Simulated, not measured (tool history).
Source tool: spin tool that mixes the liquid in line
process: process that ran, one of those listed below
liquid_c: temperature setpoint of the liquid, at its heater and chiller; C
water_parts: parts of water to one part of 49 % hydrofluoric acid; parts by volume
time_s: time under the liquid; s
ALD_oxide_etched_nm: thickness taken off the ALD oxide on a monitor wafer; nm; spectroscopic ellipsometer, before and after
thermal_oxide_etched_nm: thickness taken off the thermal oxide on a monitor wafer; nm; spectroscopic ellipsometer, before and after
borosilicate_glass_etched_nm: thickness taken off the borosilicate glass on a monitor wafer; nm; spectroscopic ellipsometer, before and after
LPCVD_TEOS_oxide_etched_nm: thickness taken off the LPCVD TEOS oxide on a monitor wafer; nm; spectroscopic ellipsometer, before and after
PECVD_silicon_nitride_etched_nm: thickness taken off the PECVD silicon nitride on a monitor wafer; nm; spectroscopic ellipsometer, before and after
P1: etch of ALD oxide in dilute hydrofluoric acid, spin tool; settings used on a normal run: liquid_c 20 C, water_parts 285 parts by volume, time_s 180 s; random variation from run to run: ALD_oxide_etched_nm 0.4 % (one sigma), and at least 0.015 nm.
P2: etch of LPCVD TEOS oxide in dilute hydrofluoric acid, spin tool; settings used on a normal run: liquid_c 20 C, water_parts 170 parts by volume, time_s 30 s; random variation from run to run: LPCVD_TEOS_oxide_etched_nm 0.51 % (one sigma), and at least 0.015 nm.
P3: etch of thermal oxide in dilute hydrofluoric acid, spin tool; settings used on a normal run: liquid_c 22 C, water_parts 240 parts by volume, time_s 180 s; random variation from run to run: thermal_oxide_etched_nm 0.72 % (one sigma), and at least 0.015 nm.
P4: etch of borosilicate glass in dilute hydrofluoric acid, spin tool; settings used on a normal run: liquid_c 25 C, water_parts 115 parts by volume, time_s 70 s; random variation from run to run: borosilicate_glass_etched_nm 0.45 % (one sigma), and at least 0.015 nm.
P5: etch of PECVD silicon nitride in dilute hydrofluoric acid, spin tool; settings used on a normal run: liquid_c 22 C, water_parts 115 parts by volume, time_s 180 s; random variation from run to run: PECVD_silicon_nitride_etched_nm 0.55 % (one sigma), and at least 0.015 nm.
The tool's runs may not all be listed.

run    day  process  liquid_c  water_parts  time_s  ALD_oxide_etched_nm  thermal_oxide_etched_nm  borosilicate_glass_etched_nm  LPCVD_TEOS_oxide_etched_nm  PECVD_silicon_nitride_etched_nm
  1  0.212       P1        20          285     180               13.503
  2   0.45       P3      29.5          240     180                                        3.6543
  3  0.617       P4        25          215      70                                                                      9.0941
     0.767  -- hydrofluoric acid flow meter replaced
  4  0.808       P4        25          115      15                                                                      4.1199
  5  0.942       P2        20          270      30                                                                                                  3.8624
  6  1.117       P1        20          165     180               25.982
  7  1.354       P1        20          285     180               13.475
  8  1.492       P4      18.5          115      70                                                                      14.575
  9  1.692       P1        20          285     180               13.459
 10  1.862       P3        22          240     330                                        5.1907
 11  2.046       P1        20          285     180               13.406
 12  2.238       P2        17          170      30                                                                                                  6.0279
 13  2.479       P3        22          240     180                                         2.805
 14  2.725       P1        20          285     180               13.399
 15  2.896       P5        22           65     180                                                                                                                                   7.5162
 16  3.054       P1        17          285     330               22.031
 17  3.217       P2        20          170      30                                                                                                  6.9488
 18  3.408       P2        20          170      15                                                                                                  3.4322
 19  3.571       P1        20          285      15               1.1272
 20   3.75       P3        22           80     180                                        10.062
 21  4.004       P1        20          490     180               6.5839
 22  4.217       P1        20          285     180               13.476
 23  4.417       P1      27.5          285      85               8.2298
 24  4.583       P5        17          115     180                                                                                                                                   3.0418
 25    4.8       P1        17          285     180               11.963
 26  5.025       P1        20          285     290               21.651
 27  5.175       P1        17          285     325               21.585
 28  5.308       P4        25          115      70                                                                      19.167
     5.379  -- thermometer replaced
 29  5.433       P1      25.5          285     180               16.252
 30  5.683       P5        22          115     180                                                                                                                                   4.3088
 31  5.921       P5        22          115      50                                                                                                                                    1.168
 32  6.158       P5        22          115     180                                                                                                                                   4.2623
 33  6.371       P4        25          115      70                                                                      19.027
 34  6.625       P3        22          240     180                                        2.7747
 35  6.804       P1        20          285     180               13.429
 36   6.95       P1        20          285     180               13.828
 37  7.146       P1        20          285     180               14.108
 38  7.362       P1        20          285     180               14.294
 39  7.533       P1        20          285     180               14.419
 40  7.792       P1        20          285     180               14.453
 41  7.979       P1        20          285     180               14.376

The output of P1 has drifted from where it used to be. Each of the 2 causes below, taken at the size shown beside it, accounts for the log equally well:
A: hydrofluoric acid flow above the setpoint (%) = 6.28
B: liquid hotter than its thermometer reads (K) = 2.1
Creep in the process output first set in at about day 6.804.

The check runs listed below each take one wafer, and their results are still question marks. Under which run would the listed causes lead to clearly different results?
check 1  8.167       P4        25          115      70                                                                           ?
check 2  8.167       P2        20          170      30                                                                                                       ?
check 3  8.167       P5        22          115     180                                                                                                                                        ?
check 4  8.167       P3        22          240     180                                             ?

Predicted outcomes, by check and by cause:
  check                           result    if A    if B
check 1     borosilicate_glass_etched_nm  20.436  20.669
check 2       LPCVD_TEOS_oxide_etched_nm  7.3461  7.4233
check 3  PECVD_silicon_nitride_etched_nm  4.5408  4.9128
check 4          thermal_oxide_etched_nm  3.0257  3.0303
How far apart the two closest causes lie, in the result that separates them most: check 1 1.14 %; check 2 1.05 %; check 3 7.87 %; check 4 0.15 %
Check 3 tells the causes apart: in the others they would give nearly the same result.

With check 3 done, the readings were: PECVD_silicon_nitride_etched_nm 4.5498 nm. Identify which of the listed causes applies.

It is A: hydrofluoric acid flow above the setpoint (%).
